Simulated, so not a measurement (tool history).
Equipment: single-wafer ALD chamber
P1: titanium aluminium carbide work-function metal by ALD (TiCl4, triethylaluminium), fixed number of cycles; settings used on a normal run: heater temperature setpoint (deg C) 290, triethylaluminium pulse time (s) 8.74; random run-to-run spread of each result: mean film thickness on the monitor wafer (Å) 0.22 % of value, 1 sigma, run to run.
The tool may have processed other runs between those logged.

run,hour,heater temperature setpoint (deg C),triethylaluminium pulse time (s),hours since the last thermocouple change,hours since the last triethylaluminium bottle change,mean film thickness on the monitor wafer (Å)
1,16.2,290,8.74,1326,411.4,18.383
2,29.3,290,3.89,1339.1,424.5,14.289
3,36.5,290,8.74,1346.3,431.7,18.446
4,44.7,310,3.97,1354.5,439.9,15.707
5,52.3,290,8.74,1362.1,447.5,18.417
6,60.4,290,8.74,1370.2,455.6,18.503
7,76.7,313,8.74,1386.5,471.9,20.318
8,86.5,290,8.74,1396.3,481.7,18.324
# hour 87.1: thermocouple changed; heater temperature recalibrated
9,93.8,290,8.74,6.7,489,18.402
10,108.8,290,12.74,21.7,504,19.111
11,123.3,270,8.74,36.2,518.5,16.831
12,135.7,290,8.74,48.6,530.9,18.505
13,145.5,290,8.74,58.4,540.7,18.257
14,161.4,290,8.74,74.3,556.6,18.191
15,177.5,290,8.74,90.4,572.7,18.184
16,185.1,290,8.74,98,580.3,18.143
17,192.8,290,8.74,105.7,588,18.1
18,209.1,290,8.74,122,604.3,18.103

Something has made what P1 gives creep away from where it was; the 2 causes below, each at its own stated size, fit the log equally well:
A: wafer temperature below the value expected at the setpoint (K) = 4.05
B: triethylaluminium dose below that of a fresh bottle (%) = 10
The process output started creeping at around hour 135.7.

Which of the 4 check runs listed below separates the causes, so that each cause would produce a clearly different result? Each run uses one wafer, and its results are marked with question marks.
check 1,225.4,272,8.74,,,?
check 2,225.4,313,8.74,,,?
check 3,225.4,301,8.74,,,?
check 4,225.4,275,4.89,,,?

Check results expected under each cause:
check,result,if A,if B
check 1,mean film thickness on the monitor wafer (Å),16.609,16.63
check 2,mean film thickness on the monitor wafer (Å),20,19.973
check 3,mean film thickness on the monitor wafer (Å),18.994,18.982
check 4,mean film thickness on the monitor wafer (Å),14.44,14.108
Smallest distance between any two causes, each pair judged by its most separating result, in per cent: check 1 0.13 %; check 2 0.14 %; check 3 0.07 %; check 4 2.33 %
The causes can be told apart only by check 4. The other checks would give nearly the same results under each of them.

Then check 4 was run and gave: mean film thickness on the monitor wafer (Å) 14.126. Which cause is it?

Of the candidate causes, it is B: triethylaluminium dose below that of a fresh bottle (%).
